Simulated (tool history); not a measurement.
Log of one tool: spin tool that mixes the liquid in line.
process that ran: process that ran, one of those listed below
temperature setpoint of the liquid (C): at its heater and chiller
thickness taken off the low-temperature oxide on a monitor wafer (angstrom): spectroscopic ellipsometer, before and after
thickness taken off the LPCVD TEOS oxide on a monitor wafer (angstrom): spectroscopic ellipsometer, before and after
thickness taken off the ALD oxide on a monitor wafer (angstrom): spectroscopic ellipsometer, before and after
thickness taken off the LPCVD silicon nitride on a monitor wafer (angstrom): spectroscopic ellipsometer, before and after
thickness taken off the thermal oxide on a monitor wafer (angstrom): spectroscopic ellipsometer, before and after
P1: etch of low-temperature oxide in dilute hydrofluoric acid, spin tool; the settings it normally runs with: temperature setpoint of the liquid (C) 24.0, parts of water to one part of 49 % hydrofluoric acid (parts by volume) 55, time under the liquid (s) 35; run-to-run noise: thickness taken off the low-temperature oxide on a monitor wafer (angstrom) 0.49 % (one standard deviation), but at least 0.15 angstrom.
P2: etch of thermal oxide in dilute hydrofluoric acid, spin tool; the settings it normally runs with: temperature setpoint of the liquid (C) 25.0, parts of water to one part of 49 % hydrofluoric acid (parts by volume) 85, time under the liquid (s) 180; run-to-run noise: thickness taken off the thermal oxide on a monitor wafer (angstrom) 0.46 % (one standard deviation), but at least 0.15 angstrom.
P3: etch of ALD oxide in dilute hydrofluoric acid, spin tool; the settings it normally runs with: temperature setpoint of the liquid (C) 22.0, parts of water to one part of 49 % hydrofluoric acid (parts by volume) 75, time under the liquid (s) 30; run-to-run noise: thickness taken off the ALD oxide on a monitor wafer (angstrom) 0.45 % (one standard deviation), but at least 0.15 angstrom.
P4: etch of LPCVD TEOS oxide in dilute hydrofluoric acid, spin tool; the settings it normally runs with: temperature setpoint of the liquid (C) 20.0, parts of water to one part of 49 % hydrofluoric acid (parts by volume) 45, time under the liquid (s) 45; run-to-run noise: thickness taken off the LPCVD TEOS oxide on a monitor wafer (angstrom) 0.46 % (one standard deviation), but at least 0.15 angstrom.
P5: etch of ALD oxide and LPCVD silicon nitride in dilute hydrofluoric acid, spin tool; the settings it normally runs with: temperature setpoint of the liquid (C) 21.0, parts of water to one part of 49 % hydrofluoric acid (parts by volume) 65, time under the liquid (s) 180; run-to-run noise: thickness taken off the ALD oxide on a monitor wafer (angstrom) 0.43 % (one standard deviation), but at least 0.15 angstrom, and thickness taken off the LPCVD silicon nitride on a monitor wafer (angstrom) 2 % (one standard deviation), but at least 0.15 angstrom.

| run | hour | process that ran | temperature setpoint of the liquid (C) | parts of water to one part of 49 % hydrofluoric acid (parts by volume) | time under the liquid (s) | hours since the thermometer was replaced | hours since the hydrofluoric acid flow meter was replaced | thickness taken off the low-temperature oxide on a monitor wafer (angstrom) | thickness taken off the LPCVD TEOS oxide on a monitor wafer (angstrom) | thickness taken off the ALD oxide on a monitor wafer (angstrom) | thickness taken off the LPCVD silicon nitride on a monitor wafer (angstrom) | thickness taken off the thermal oxide on a monitor wafer (angstrom) |
|---|---|---|---|---|---|---|---|---|---|---|---|---|
| 1 | 16.9 | P1 | 24.0 | 55 | 35 | 2161.0 | 330.4 | 106.520 |  |  |  |  |
| 2 | 29.3 | P4 | 23.5 | 45 | 45 | 2173.4 | 342.8 |  | 310.93 |  |  |  |
| 3 | 39.8 | P1 | 31.0 | 95 | 35 | 2183.9 | 353.3 | 76.258 |  |  |  |  |
| 4 | 54.0 | P3 | 22.0 | 75 | 15 | 2198.1 | 367.5 |  |  | 53.890 |  |  |
|  | 56.7 | hydrofluoric acid flow meter replaced |
| 5 | 67.4 | P1 | 24.0 | 105 | 35 | 2211.5 | 10.7 | 52.291 |  |  |  |  |
| 6 | 78.7 | P3 | 22.0 | 75 | 30 | 2222.8 | 22.0 |  |  | 108.000 |  |  |
| 7 | 92.8 | P3 | 17.0 | 75 | 30 | 2236.9 | 36.1 |  |  | 88.255 |  |  |
| 8 | 108.1 | P5 | 21.0 | 65 | 180 | 2252.2 | 51.4 |  |  | 305.740 | 10.3870 |  |
| 9 | 124.3 | P1 | 24.0 | 55 | 35 | 2268.4 | 67.6 | 106.050 |  |  |  |  |
| 10 | 134.5 | P2 | 25.0 | 20 | 180 | 2278.6 | 77.8 |  |  |  |  | 502.99 |
| 11 | 142.2 | P4 | 20.0 | 75 | 45 | 2286.3 | 85.5 |  | 153.60 |  |  |  |
| 12 | 150.7 | P1 | 24.0 | 55 | 65 | 2294.8 | 94.0 | 195.740 |  |  |  |  |
| 13 | 158.8 | P2 | 32.0 | 85 | 180 | 2302.9 | 102.1 |  |  |  |  | 141.78 |
| 14 | 169.7 | P2 | 25.0 | 85 | 180 | 2313.8 | 113.0 |  |  |  |  | 107.29 |
| 15 | 183.5 | P3 | 22.0 | 30 | 30 | 2327.6 | 126.8 |  |  | 285.570 |  |  |
| 16 | 197.3 | P5 | 21.0 | 30 | 180 | 2341.4 | 140.6 |  |  | 699.320 | 22.6790 |  |
| 17 | 207.3 | P5 | 21.0 | 65 | 70 | 2351.4 | 150.6 |  |  | 118.940 | 3.7429 |  |
| 18 | 215.0 | P1 | 24.0 | 55 | 15 | 2359.1 | 158.3 | 45.574 |  |  |  |  |
| 19 | 228.0 | P1 | 24.0 | 55 | 35 | 2372.1 | 171.3 | 106.050 |  |  |  |  |
| 20 | 244.1 | P1 | 28.0 | 55 | 20 | 2388.2 | 187.4 | 70.919 |  |  |  |  |
| 21 | 253.5 | P1 | 29.5 | 55 | 35 | 2397.6 | 196.8 | 131.230 |  |  |  |  |
| 22 | 262.4 | P5 | 29.0 | 65 | 180 | 2406.5 | 205.7 |  |  | 424.490 | 17.0460 |  |
| 23 | 273.0 | P1 | 24.0 | 55 | 35 | 2417.1 | 216.3 | 106.340 |  |  |  |  |
| 24 | 283.8 | P1 | 24.0 | 55 | 35 | 2427.9 | 227.1 | 106.410 |  |  |  |  |

What does the tool deliver on the next run?
| 25 | 293.5 | P4 | 20.0 | 45 | 45 | 2437.6 | 236.8 |  | ? |  |  |  |

{"run 25": {"thickness taken off the LPCVD TEOS oxide on a monitor wafer (angstrom)": 266.11}}
